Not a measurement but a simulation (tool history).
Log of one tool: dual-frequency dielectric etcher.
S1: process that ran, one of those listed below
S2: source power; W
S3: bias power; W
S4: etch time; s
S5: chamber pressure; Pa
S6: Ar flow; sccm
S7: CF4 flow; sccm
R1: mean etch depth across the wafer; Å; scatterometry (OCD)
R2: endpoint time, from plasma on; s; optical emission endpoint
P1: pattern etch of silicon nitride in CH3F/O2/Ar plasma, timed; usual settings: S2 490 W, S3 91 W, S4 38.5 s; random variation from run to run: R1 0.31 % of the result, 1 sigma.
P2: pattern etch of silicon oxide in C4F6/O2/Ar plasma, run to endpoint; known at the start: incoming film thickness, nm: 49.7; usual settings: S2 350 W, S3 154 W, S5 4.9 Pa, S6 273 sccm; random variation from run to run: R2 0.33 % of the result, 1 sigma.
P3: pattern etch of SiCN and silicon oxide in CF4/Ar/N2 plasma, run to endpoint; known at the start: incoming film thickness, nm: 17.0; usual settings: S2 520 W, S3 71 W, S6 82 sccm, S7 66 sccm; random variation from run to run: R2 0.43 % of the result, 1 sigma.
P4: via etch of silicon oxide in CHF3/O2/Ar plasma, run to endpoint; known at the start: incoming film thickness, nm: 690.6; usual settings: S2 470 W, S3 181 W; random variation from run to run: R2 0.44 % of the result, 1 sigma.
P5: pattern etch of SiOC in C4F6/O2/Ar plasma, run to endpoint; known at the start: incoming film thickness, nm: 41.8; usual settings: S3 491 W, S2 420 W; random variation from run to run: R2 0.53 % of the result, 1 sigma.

run,hour,S1,S2,S3,S4,S5,S6,S7,R1,R2
1,3.9,P1,490,91,38.5,,,,314.35,
2,9.4,P1,490,91,38.5,,,,315.50,
3,15.7,P1,490,91,38.5,,,,314.47,
4,20.3,P1,490,91,55.0,,,,450.37,
5,24.0,P2,350,154,,4.9,273,,,17.320
6,27.4,P4,470,252,,,,,,339.850
7,32.8,P4,590,181,,,,,,349.890
8,37.2,P1,490,91,38.5,,,,316.25,
9,42.2,P3,520,98,,,82,66,,15.394
10,49.1,P1,490,125,38.5,,,,354.38,
11,55.5,P1,630,91,38.5,,,,346.82,
12,59.1,P3,520,71,,,82,66,,17.154
13,62.8,P3,650,71,,,82,66,,13.981
14,69.9,P3,520,71,,,56,66,,16.210
15,73.9,P5,290,491,,,,,,15.512
16,81.1,P1,490,91,38.5,,,,315.70,
17,87.5,P3,520,71,,,82,87,,16.479
18,91.0,P1,490,72,38.5,,,,288.08,
19,95.4,P2,350,122,,4.9,273,,,18.595
20,101.5,P1,490,91,38.5,,,,314.40,
21,107.4,P4,470,181,,,,,,385.120
22,112.6,P2,230,154,,4.9,273,,,20.484
23,118.9,P1,490,91,38.5,,,,314.25,
24,124.1,P2,350,154,,6.8,273,,,18.108
25,130.5,P5,420,491,,,,,,13.519
26,136.6,P2,350,154,,4.9,201,,,16.807
27,140.7,P1,290,91,38.5,,,,258.66,
28,145.1,P1,610,91,22.0,,,,194.27,

Forecast run 29:
29,149.9,P5,420,627,,,,,,?

R2: 12.309 s
